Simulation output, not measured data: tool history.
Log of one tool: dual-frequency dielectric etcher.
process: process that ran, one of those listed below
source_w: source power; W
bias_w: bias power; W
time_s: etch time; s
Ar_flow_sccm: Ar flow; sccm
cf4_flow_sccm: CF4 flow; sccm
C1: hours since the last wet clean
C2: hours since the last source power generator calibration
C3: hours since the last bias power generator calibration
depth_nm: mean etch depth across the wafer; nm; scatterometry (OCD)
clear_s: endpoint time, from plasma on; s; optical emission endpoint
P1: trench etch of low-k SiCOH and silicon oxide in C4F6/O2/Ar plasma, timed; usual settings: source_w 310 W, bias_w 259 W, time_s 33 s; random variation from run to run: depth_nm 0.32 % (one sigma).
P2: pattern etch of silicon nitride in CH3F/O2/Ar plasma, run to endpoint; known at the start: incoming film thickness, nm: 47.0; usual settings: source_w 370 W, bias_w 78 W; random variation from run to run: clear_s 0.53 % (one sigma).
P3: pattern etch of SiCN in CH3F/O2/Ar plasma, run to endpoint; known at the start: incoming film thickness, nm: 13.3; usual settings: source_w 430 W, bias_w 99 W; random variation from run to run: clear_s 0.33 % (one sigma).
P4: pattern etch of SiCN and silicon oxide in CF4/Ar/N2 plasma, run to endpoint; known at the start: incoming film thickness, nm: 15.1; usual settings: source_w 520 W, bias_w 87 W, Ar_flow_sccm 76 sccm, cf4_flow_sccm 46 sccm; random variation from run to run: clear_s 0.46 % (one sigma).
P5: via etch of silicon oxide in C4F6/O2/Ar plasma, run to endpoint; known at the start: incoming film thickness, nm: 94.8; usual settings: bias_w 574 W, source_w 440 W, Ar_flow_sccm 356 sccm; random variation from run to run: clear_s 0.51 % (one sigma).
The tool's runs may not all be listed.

run 1 hour=3.9 | process=P1 source_w=310 bias_w=259 time_s=33 | C1=310.6 C2=1059.3 C3=3265.6 | depth_nm=106.29
run 2 hour=7.9 | process=P5 source_w=440 bias_w=386 Ar_flow_sccm=356 | C1=314.6 C2=1063.3 C3=3269.6 | clear_s=22.737
run 3 hour=15.3 | process=P1 source_w=180 bias_w=259 time_s=33 | C1=322 C2=1070.7 C3=3277 | depth_nm=86.111
run 4 hour=21.8 | process=P4 source_w=520 bias_w=87 Ar_flow_sccm=57 cf4_flow_sccm=46 | C1=328.5 C2=1077.2 C3=3283.5 | clear_s=14.088
run 5 hour=28.5 | process=P1 source_w=310 bias_w=259 time_s=33 | C1=335.2 C2=1083.9 C3=3290.2 | depth_nm=106.84
run 6 hour=32.8 | process=P5 source_w=440 bias_w=574 Ar_flow_sccm=356 | C1=339.5 C2=1088.2 C3=3294.5 | clear_s=19.524
run 7 hour=38 | process=P4 source_w=520 bias_w=60 Ar_flow_sccm=76 cf4_flow_sccm=46 | C1=344.7 C2=1093.4 C3=3299.7 | clear_s=16.59
run 8 hour=42.2 | process=P1 source_w=310 bias_w=259 time_s=33 | C1=348.9 C2=1097.6 C3=3303.9 | depth_nm=106.27
run 9 hour=48.9 | process=P4 source_w=520 bias_w=87 Ar_flow_sccm=76 cf4_flow_sccm=46 | C1=355.6 C2=1104.3 C3=3310.6 | clear_s=14.49
run 10 hour=57.2 | process=P1 source_w=310 bias_w=259 time_s=33 | C1=363.9 C2=1112.6 C3=3318.9 | depth_nm=106.27
run 11 hour=63.5 | process=P1 source_w=310 bias_w=259 time_s=40.5 | C1=370.2 C2=1118.9 C3=3325.2 | depth_nm=130.01
run 12 hour=69.9 | process=P1 source_w=230 bias_w=259 time_s=41 | C1=376.6 C2=1125.3 C3=3331.6 | depth_nm=117.74
run 13 hour=76.7 | process=P1 source_w=310 bias_w=345 time_s=33 | C1=383.4 C2=1132.1 C3=3338.4 | depth_nm=117.52
run 14 hour=82 | process=P1 source_w=310 bias_w=259 time_s=22 | C1=388.7 C2=1137.4 C3=3343.7 | depth_nm=70.977
run 15 hour=89.8 | process=P4 source_w=520 bias_w=87 Ar_flow_sccm=76 cf4_flow_sccm=28 | C1=396.5 C2=1145.2 C3=3351.5 | clear_s=15.764
run 16 hour=96.6 | process=P2 source_w=370 bias_w=110 | C1=403.3 C2=1152 C3=3358.3 | clear_s=60.877
run 17 hour=102.9 | process=P3 source_w=430 bias_w=140 | C1=409.6 C2=1158.3 C3=3364.6 | clear_s=27.061
run 18 hour=108.8 | process=P1 source_w=310 bias_w=175 time_s=33 | C1=415.5 C2=1164.2 C3=3370.5 | depth_nm=93.679
run 19 hour=116.3 | process=P2 source_w=490 bias_w=78 | C1=423 C2=1171.7 C3=3378 | clear_s=61.726
run 20 hour=121.5 | process=P2 source_w=370 bias_w=78 | C1=428.2 C2=1176.9 C3=3383.2 | clear_s=68.336
run 21 hour=127.1 | process=P5 source_w=440 bias_w=574 Ar_flow_sccm=438 | C1=433.8 C2=1182.5 C3=3388.8 | clear_s=20.044
run 22 hour=131.5 | process=P3 source_w=430 bias_w=99 | C1=438.2 C2=1186.9 C3=3393.2 | clear_s=31.121
run 23 hour=137.8 | process=P3 source_w=300 bias_w=99 | C1=444.5 C2=1193.2 C3=3399.5 | clear_s=35.124
run 24 hour=146 | process=P4 source_w=660 bias_w=87 Ar_flow_sccm=76 cf4_flow_sccm=46 | C1=452.7 C2=1201.4 C3=3407.7 | clear_s=11.72
run 25 hour=154.1 | process=P2 source_w=370 bias_w=78 | C1=460.8 C2=1209.5 C3=3415.8 | clear_s=68.531
run 26 hour=161 | process=P1 source_w=430 bias_w=259 time_s=33 | C1=467.7 C2=1216.4 C3=3422.7 | depth_nm=120.6
run 27 hour=167.6 | process=P3 source_w=430 bias_w=99 | C1=474.3 C2=1223 C3=3429.3 | clear_s=30.888
run 28 hour=173.5 | process=P5 source_w=440 bias_w=574 Ar_flow_sccm=356 | C1=480.2 C2=1228.9 C3=3435.2 | clear_s=19.54
run 29 hour=179.3 | process=P1 source_w=310 bias_w=259 time_s=33 | C1=486 C2=1234.7 C3=3441 | depth_nm=105.96
run 30 hour=185.7 | process=P1 source_w=250 bias_w=259 time_s=21 | C1=492.4 C2=1241.1 C3=3447.4 | depth_nm=62.281
run 31 hour=193 | process=P5 source_w=360 bias_w=574 Ar_flow_sccm=356 | C1=499.7 C2=1248.4 C3=3454.7 | clear_s=20.966
run 32 hour=198.3 | process=P1 source_w=310 bias_w=259 time_s=33 | C1=505 C2=1253.7 C3=3460 | depth_nm=106.09
run 33 hour=206.4 | process=P1 source_w=310 bias_w=259 time_s=33 | C1=513.1 C2=1261.8 C3=3468.1 | depth_nm=105.05
run 34 hour=211.6 | process=P1 source_w=310 bias_w=259 time_s=33 | C1=518.3 C2=1267 C3=3473.3 | depth_nm=105.41
run 35 hour=217.9 | process=P1 source_w=310 bias_w=259 time_s=33 | C1=524.6 C2=1273.3 C3=3479.6 | depth_nm=104.62
run 36 hour=224.5 | process=P1 source_w=310 bias_w=259 time_s=33 | C1=531.2 C2=1279.9 C3=3486.2 | depth_nm=104.95
run 37 hour=232.8 | process=P1 source_w=310 bias_w=259 time_s=33 | C1=539.5 C2=1288.2 C3=3494.5 | depth_nm=104.81
run 38 hour=236.6 | process=P1 source_w=310 bias_w=259 time_s=33 | C1=543.3 C2=1292 C3=3498.3 | depth_nm=104.44
-- hour=237.3 wet clean of the chamber
run 39 hour=242.1 | process=P1 source_w=310 bias_w=259 time_s=33 | C1=4.8 C2=1297.5 C3=3503.8 | depth_nm=104.4
run 40 hour=248.3 | process=P1 source_w=310 bias_w=259 time_s=33 | C1=11 C2=1303.7 C3=3510 | depth_nm=104.62
run 41 hour=252.4 | process=P1 source_w=310 bias_w=259 time_s=33 | C1=15.1 C2=1307.8 C3=3514.1 | depth_nm=104.34
run 42 hour=257.6 | process=P1 source_w=310 bias_w=259 time_s=33 | C1=20.3 C2=1313 C3=3519.3 | depth_nm=104.25
run 43 hour=262.6 | process=P1 source_w=310 bias_w=259 time_s=33 | C1=25.3 C2=1318 C3=3524.3 | depth_nm=104.14

What P1 gives has crept away from where it was. These 2 causes fit the log equally well, each at the size given:
A: bias power that arrives under what is set, % = 4.85
B: source power that arrives under what is set, % = 4.41
The creep began at about hour 198.3.
Why every other cause is out:
chamber walls in a state that lowers the etch rate, %: serviced at hour 237.3, which brought nothing back

4 check runs are offered, each on 3 wafers whose results are averaged, their results left as question marks. Which one tells the causes apart?
run check 1 hour=267.6 | process=P2 source_w=470 bias_w=108 | clear_s=?
run check 2 hour=267.6 | process=P3 source_w=370 bias_w=121 | clear_s=?
run check 3 hour=267.6 | process=P4 source_w=520 bias_w=75 Ar_flow_sccm=76 cf4_flow_sccm=46 | clear_s=?
run check 4 hour=267.6 | process=P5 source_w=440 bias_w=574 Ar_flow_sccm=435 | clear_s=?

What each check would give under each cause:
check=check_1 result=clear_s if_A=56.81 if_B=56.726
check=check_2 result=clear_s if_A=30.79 if_B=30.7
check=check_3 result=clear_s if_A=15.629 if_B=15.987
check=check_4 result=clear_s if_A=20.362 if_B=20.316
How far apart the two closest causes lie, in the result that separates them most: check 1 0.15 %; check 2 0.29 %; check 3 2.27 %; check 4 0.22 %
Check 3 tells the causes apart: in the others they would give nearly the same result.

Check 3 was then run and gave: clear_s 15.99 s. Which cause is it?

It is B: source power that arrives under what is set, %.
